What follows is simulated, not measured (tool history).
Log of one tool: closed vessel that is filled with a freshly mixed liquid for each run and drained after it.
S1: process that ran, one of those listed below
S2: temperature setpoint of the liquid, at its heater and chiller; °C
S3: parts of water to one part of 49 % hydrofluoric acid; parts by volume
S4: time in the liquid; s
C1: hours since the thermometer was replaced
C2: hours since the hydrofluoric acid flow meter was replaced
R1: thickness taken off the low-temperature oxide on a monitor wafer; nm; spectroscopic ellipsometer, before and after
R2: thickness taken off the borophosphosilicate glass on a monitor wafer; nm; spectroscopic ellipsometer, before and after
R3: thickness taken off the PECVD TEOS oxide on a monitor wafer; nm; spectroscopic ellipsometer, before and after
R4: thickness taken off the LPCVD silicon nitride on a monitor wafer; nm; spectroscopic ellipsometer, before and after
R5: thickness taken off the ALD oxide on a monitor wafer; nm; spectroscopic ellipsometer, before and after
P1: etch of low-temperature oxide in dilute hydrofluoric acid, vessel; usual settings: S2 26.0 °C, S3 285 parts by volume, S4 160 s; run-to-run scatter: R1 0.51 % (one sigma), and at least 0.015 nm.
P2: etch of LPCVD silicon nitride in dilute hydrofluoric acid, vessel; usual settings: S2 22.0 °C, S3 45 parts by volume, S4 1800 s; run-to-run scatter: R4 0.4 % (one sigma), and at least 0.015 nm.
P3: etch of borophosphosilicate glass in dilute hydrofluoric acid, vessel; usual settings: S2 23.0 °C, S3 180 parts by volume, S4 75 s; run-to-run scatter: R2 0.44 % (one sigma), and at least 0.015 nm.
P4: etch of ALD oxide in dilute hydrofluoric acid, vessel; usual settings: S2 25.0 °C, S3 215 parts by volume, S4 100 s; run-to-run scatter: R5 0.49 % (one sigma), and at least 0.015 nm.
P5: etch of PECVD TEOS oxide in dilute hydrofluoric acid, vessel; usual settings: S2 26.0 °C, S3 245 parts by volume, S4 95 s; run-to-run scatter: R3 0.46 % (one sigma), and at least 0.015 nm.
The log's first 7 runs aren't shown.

{"run": 8, "day": 3.979, "S1": "P2", "S2": 27.5, "S3": 45, "S4": 1800, "C1": 35.9, "C2": 1014.3, "R4": 27.371}
{"run": 9, "day": 4.529, "S1": "P3", "S2": 23.0, "S3": 180, "S4": 30, "C1": 49.1, "C2": 1027.5, "R2": 7.2168}
{"run": 10, "day": 5.0, "S1": "P4", "S2": 25.0, "S3": 215, "S4": 100, "C1": 60.4, "C2": 1038.8, "R5": 14.134}
{"run": 11, "day": 5.383, "S1": "P1", "S2": 26.0, "S3": 285, "S4": 160, "C1": 69.6, "C2": 1048.0, "R1": 6.2661}
{"run": 12, "day": 6.071, "S1": "P3", "S2": 23.0, "S3": 180, "S4": 75, "C1": 86.1, "C2": 1064.5, "R2": 18.132}
{"run": 13, "day": 6.621, "S1": "P1", "S2": 21.0, "S3": 285, "S4": 160, "C1": 99.3, "C2": 1077.7, "R1": 5.2773}
{"run": 14, "day": 7.046, "S1": "P5", "S2": 26.0, "S3": 245, "S4": 160, "C1": 109.5, "C2": 1087.9, "R3": 7.6652}
{"run": 15, "day": 7.558, "S1": "P1", "S2": 34.0, "S3": 285, "S4": 160, "C1": 121.8, "C2": 1100.2, "R1": 8.1964}
{"run": 16, "day": 8.217, "S1": "P2", "S2": 22.0, "S3": 45, "S4": 390, "C1": 137.6, "C2": 1116.0, "R4": 4.0674}
{"run": 17, "day": 8.929, "S1": "P1", "S2": 26.0, "S3": 285, "S4": 30, "C1": 154.7, "C2": 1133.1, "R1": 1.1755}
{"run": 18, "day": 9.612, "S1": "P1", "S2": 26.0, "S3": 285, "S4": 160, "C1": 171.1, "C2": 1149.5, "R1": 6.2067}
{"run": 19, "day": 10.138, "S1": "P5", "S2": 19.5, "S3": 245, "S4": 95, "C1": 183.7, "C2": 1162.1, "R3": 3.5678}
{"run": 20, "day": 10.646, "S1": "P4", "S2": 25.0, "S3": 215, "S4": 55, "C1": 195.9, "C2": 1174.3, "R5": 7.7314}
{"run": 21, "day": 11.233, "S1": "P2", "S2": 22.0, "S3": 45, "S4": 1800, "C1": 210.0, "C2": 1188.4, "R4": 18.83}
{"run": 22, "day": 11.688, "S1": "P2", "S2": 22.0, "S3": 45, "S4": 1800, "C1": 220.9, "C2": 1199.3, "R4": 18.884}
{"run": 23, "day": 12.179, "S1": "P1", "S2": 26.0, "S3": 285, "S4": 160, "C1": 232.7, "C2": 1211.1, "R1": 6.3183}

Forecast run 24:
{"run": 24, "day": 12.783, "S1": "P1", "S2": 26.0, "S3": 285, "S4": 295, "C1": 247.2, "C2": 1225.6, "R1": "?"}

Run 24 gave R1 11.5290 nm.
